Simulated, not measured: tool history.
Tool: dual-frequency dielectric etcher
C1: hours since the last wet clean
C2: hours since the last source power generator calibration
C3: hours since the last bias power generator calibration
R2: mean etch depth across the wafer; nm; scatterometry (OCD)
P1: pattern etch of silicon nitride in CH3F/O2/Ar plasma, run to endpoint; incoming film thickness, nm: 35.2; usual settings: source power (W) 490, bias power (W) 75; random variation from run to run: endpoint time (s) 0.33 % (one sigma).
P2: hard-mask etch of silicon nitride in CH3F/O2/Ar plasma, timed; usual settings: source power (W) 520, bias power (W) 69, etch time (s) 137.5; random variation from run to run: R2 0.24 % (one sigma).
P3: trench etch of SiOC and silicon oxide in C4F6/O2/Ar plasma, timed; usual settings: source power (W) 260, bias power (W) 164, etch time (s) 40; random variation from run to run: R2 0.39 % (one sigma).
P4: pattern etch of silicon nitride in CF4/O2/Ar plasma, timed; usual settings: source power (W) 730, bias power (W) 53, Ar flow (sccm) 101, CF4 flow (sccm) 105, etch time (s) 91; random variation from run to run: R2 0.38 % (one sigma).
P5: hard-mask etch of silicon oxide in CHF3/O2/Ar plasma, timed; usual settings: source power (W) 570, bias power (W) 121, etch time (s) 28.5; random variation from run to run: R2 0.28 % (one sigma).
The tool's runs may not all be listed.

{"run": 1, "hour": 11.6, "process that ran": "P1", "source power (W)": 490, "bias power (W)": 75, "C1": 457.9, "C2": 2763.9, "C3": 518.5, "endpoint time (s)": 46.286}
{"run": 2, "hour": 21.0, "process that ran": "P4", "source power (W)": 730, "bias power (W)": 53, "Ar flow (sccm)": 101, "CF4 flow (sccm)": 105, "etch time (s)": 119.5, "C1": 467.3, "C2": 2773.3, "C3": 527.9, "R2": 330.09}
{"run": 3, "hour": 32.4, "process that ran": "P3", "source power (W)": 260, "bias power (W)": 164, "etch time (s)": 40, "C1": 478.7, "C2": 2784.7, "C3": 539.3, "R2": 67.211}
{"run": 4, "hour": 48.2, "process that ran": "P4", "source power (W)": 470, "bias power (W)": 53, "Ar flow (sccm)": 101, "CF4 flow (sccm)": 105, "etch time (s)": 91, "C1": 494.5, "C2": 2800.5, "C3": 555.1, "R2": 170.39}
{"run": 5, "hour": 60.0, "process that ran": "P3", "source power (W)": 260, "bias power (W)": 164, "etch time (s)": 40, "C1": 506.3, "C2": 2812.3, "C3": 566.9, "R2": 66.797}
{"run": 6, "hour": 71.4, "process that ran": "P2", "source power (W)": 700, "bias power (W)": 69, "etch time (s)": 137.5, "C1": 517.7, "C2": 2823.7, "C3": 578.3, "R2": 119.71}
{"run": 7, "hour": 81.6, "process that ran": "P2", "source power (W)": 520, "bias power (W)": 69, "etch time (s)": 137.5, "C1": 527.9, "C2": 2833.9, "C3": 588.5, "R2": 107.04}
{"run": 8, "hour": 95.9, "process that ran": "P5", "source power (W)": 570, "bias power (W)": 171, "etch time (s)": 28.5, "C1": 542.2, "C2": 2848.2, "C3": 602.8, "R2": 55.129}
{"run": 9, "hour": 107.6, "process that ran": "P4", "source power (W)": 730, "bias power (W)": 53, "Ar flow (sccm)": 101, "CF4 flow (sccm)": 81, "etch time (s)": 91, "C1": 553.9, "C2": 2859.9, "C3": 614.5, "R2": 244.45}
{"run": 10, "hour": 119.1, "process that ran": "P1", "source power (W)": 490, "bias power (W)": 75, "C1": 565.4, "C2": 2871.4, "C3": 626, "endpoint time (s)": 46.157}
{"run": 11, "hour": 131.3, "process that ran": "P4", "source power (W)": 730, "bias power (W)": 53, "Ar flow (sccm)": 101, "CF4 flow (sccm)": 105, "etch time (s)": 91, "C1": 577.6, "C2": 2883.6, "C3": 638.2, "R2": 251.91}
{"run": 12, "hour": 140.1, "process that ran": "P2", "source power (W)": 520, "bias power (W)": 92, "etch time (s)": 137.5, "C1": 586.4, "C2": 2892.4, "C3": 647, "R2": 118.16}
{"run": 13, "hour": 152.9, "process that ran": "P4", "source power (W)": 730, "bias power (W)": 53, "Ar flow (sccm)": 70, "CF4 flow (sccm)": 105, "etch time (s)": 91, "C1": 599.2, "C2": 2905.2, "C3": 659.8, "R2": 260.51}
{"run": 14, "hour": 168.6, "process that ran": "P1", "source power (W)": 320, "bias power (W)": 97, "C1": 614.9, "C2": 2920.9, "C3": 675.5, "endpoint time (s)": 49.199}
{"run": 15, "hour": 182.1, "process that ran": "P5", "source power (W)": 570, "bias power (W)": 121, "etch time (s)": 37, "C1": 628.4, "C2": 2934.4, "C3": 689, "R2": 64.405}
{"run": 16, "hour": 200.5, "process that ran": "P1", "source power (W)": 490, "bias power (W)": 75, "C1": 646.8, "C2": 2952.8, "C3": 707.4, "endpoint time (s)": 46.03}
{"run": 17, "hour": 217.0, "process that ran": "P1", "source power (W)": 490, "bias power (W)": 106, "C1": 663.3, "C2": 2969.3, "C3": 723.9, "endpoint time (s)": 40.721}
{"hour": 229.5, "done": "bias power generator calibrated"}
{"run": 18, "hour": 230.8, "process that ran": "P3", "source power (W)": 260, "bias power (W)": 164, "etch time (s)": 56.5, "C1": 677.1, "C2": 2983.1, "C3": 1.4, "R2": 95.376}
{"run": 19, "hour": 239.8, "process that ran": "P1", "source power (W)": 490, "bias power (W)": 75, "C1": 686.1, "C2": 2992.1, "C3": 10.4, "endpoint time (s)": 46.113}
{"run": 20, "hour": 252.4, "process that ran": "P5", "source power (W)": 570, "bias power (W)": 121, "etch time (s)": 28.5, "C1": 698.7, "C2": 3004.7, "C3": 23, "R2": 49.354}
{"run": 21, "hour": 262.6, "process that ran": "P3", "source power (W)": 260, "bias power (W)": 232, "etch time (s)": 40, "C1": 708.9, "C2": 3014.9, "C3": 33.2, "R2": 75.623}
{"run": 22, "hour": 272.7, "process that ran": "P4", "source power (W)": 730, "bias power (W)": 72, "Ar flow (sccm)": 101, "CF4 flow (sccm)": 105, "etch time (s)": 91, "C1": 719, "C2": 3025, "C3": 43.3, "R2": 282.85}
{"run": 23, "hour": 285.2, "process that ran": "P3", "source power (W)": 350, "bias power (W)": 164, "etch time (s)": 40, "C1": 731.5, "C2": 3037.5, "C3": 55.8, "R2": 75.282}
{"run": 24, "hour": 297.7, "process that ran": "P5", "source power (W)": 570, "bias power (W)": 121, "etch time (s)": 28.5, "C1": 744, "C2": 3050, "C3": 68.3, "R2": 49.197}
{"run": 25, "hour": 314.5, "process that ran": "P1", "source power (W)": 400, "bias power (W)": 75, "C1": 760.8, "C2": 3066.8, "C3": 85.1, "endpoint time (s)": 49.617}
{"run": 26, "hour": 330.5, "process that ran": "P1", "source power (W)": 490, "bias power (W)": 54, "C1": 776.8, "C2": 3082.8, "C3": 101.1, "endpoint time (s)": 51.32}
{"run": 27, "hour": 348.2, "process that ran": "P5", "source power (W)": 780, "bias power (W)": 121, "etch time (s)": 28.5, "C1": 794.5, "C2": 3100.5, "C3": 118.8, "R2": 56.167}
{"run": 28, "hour": 364.9, "process that ran": "P1", "source power (W)": 580, "bias power (W)": 90, "C1": 811.2, "C2": 3117.2, "C3": 135.5, "endpoint time (s)": 40.68}
{"run": 29, "hour": 377.4, "process that ran": "P1", "source power (W)": 680, "bias power (W)": 75, "C1": 823.7, "C2": 3129.7, "C3": 148, "endpoint time (s)": 40.661}
{"run": 30, "hour": 395.7, "process that ran": "P4", "source power (W)": 730, "bias power (W)": 53, "Ar flow (sccm)": 101, "CF4 flow (sccm)": 105, "etch time (s)": 91, "C1": 842, "C2": 3148, "C3": 166.3, "R2": 250.7}
{"run": 31, "hour": 404.1, "process that ran": "P2", "source power (W)": 520, "bias power (W)": 69, "etch time (s)": 197, "C1": 850.4, "C2": 3156.4, "C3": 174.7, "R2": 153.96}
{"run": 32, "hour": 418.4, "process that ran": "P1", "source power (W)": 490, "bias power (W)": 75, "C1": 864.7, "C2": 3170.7, "C3": 189, "endpoint time (s)": 46.456}
{"run": 33, "hour": 432.6, "process that ran": "P2", "source power (W)": 520, "bias power (W)": 69, "etch time (s)": 137.5, "C1": 878.9, "C2": 3184.9, "C3": 203.2, "R2": 107.5}
{"run": 34, "hour": 442.3, "process that ran": "P1", "source power (W)": 490, "bias power (W)": 75, "C1": 888.6, "C2": 3194.6, "C3": 212.9, "endpoint time (s)": 45.989}
{"run": 35, "hour": 459.8, "process that ran": "P1", "source power (W)": 490, "bias power (W)": 75, "C1": 906.1, "C2": 3212.1, "C3": 230.4, "endpoint time (s)": 46.434}
{"run": 36, "hour": 476.8, "process that ran": "P1", "source power (W)": 490, "bias power (W)": 75, "C1": 923.1, "C2": 3229.1, "C3": 247.4, "endpoint time (s)": 46.566}
{"run": 37, "hour": 486.1, "process that ran": "P1", "source power (W)": 490, "bias power (W)": 75, "C1": 932.4, "C2": 3238.4, "C3": 256.7, "endpoint time (s)": 46.613}
{"hour": 492.8, "done": "wet clean of the chamber"}
{"run": 38, "hour": 498.5, "process that ran": "P1", "source power (W)": 490, "bias power (W)": 75, "C1": 5.7, "C2": 3250.8, "C3": 269.1, "endpoint time (s)": 46.657}
{"run": 39, "hour": 513.1, "process that ran": "P1", "source power (W)": 490, "bias power (W)": 75, "C1": 20.3, "C2": 3265.4, "C3": 283.7, "endpoint time (s)": 46.63}
{"run": 40, "hour": 525.0, "process that ran": "P1", "source power (W)": 490, "bias power (W)": 75, "C1": 32.2, "C2": 3277.3, "C3": 295.6, "endpoint time (s)": 46.7}
{"run": 41, "hour": 542.4, "process that ran": "P1", "source power (W)": 490, "bias power (W)": 75, "C1": 49.6, "C2": 3294.7, "C3": 313, "endpoint time (s)": 46.527}
{"run": 42, "hour": 558.1, "process that ran": "P1", "source power (W)": 490, "bias power (W)": 75, "C1": 65.3, "C2": 3310.4, "C3": 328.7, "endpoint time (s)": 46.955}
{"run": 43, "hour": 566.2, "process that ran": "P1", "source power (W)": 490, "bias power (W)": 75, "C1": 73.4, "C2": 3318.5, "C3": 336.8, "endpoint time (s)": 46.7}
{"run": 44, "hour": 579.3, "process that ran": "P1", "source power (W)": 490, "bias power (W)": 75, "C1": 86.5, "C2": 3331.6, "C3": 349.9, "endpoint time (s)": 46.69}

What P1 gives has crept away from where it was. These 2 causes fit the log equally well, each at the size given:
A: source power that arrives under what is set, % = 4.23
B: bias power that arrives under what is set, % = 4.73
The creep began at about hour 442.3.
Why every other cause is out:
chamber walls in a state that lowers the etch rate, %: serviced at hour 492.8, which brought nothing back

4 check runs are offered, each on 2 wafers whose results are averaged, their results left as question marks. Which one tells the causes apart?
{"run": "check 1", "hour": 592.4, "process that ran": "P4", "source power (W)": 730, "bias power (W)": 53, "Ar flow (sccm)": 71, "CF4 flow (sccm)": 105, "etch time (s)": 91, "R2": "?"}
{"run": "check 2", "hour": 592.4, "process that ran": "P2", "source power (W)": 700, "bias power (W)": 69, "etch time (s)": 137.5, "R2": "?"}
{"run": "check 3", "hour": 592.4, "process that ran": "P5", "source power (W)": 570, "bias power (W)": 161, "etch time (s)": 28.5, "R2": "?"}
{"run": "check 4", "hour": 592.4, "process that ran": "P3", "source power (W)": 310, "bias power (W)": 227, "etch time (s)": 40, "R2": "?"}

What each check would give under each cause:
check=check_1 result=R2 if_A=251.55 if_B=256.9
check=check_2 result=R2 if_A=118.15 if_B=118.28
check=check_3 result=R2 if_A=53.18 if_B=53.219
check=check_4 result=R2 if_A=78.852 if_B=78.869
How far apart the two closest causes lie, in the result that separates them most: check 1 2.1 %; check 2 0.1 %; check 3 0.07 %; check 4 0.02 %
Check 1 tells the causes apart: in the others they would give nearly the same result.

Check 1 was then run and gave: R2 250.71 nm. Which cause is it?

It is A: source power that arrives under what is set, %.
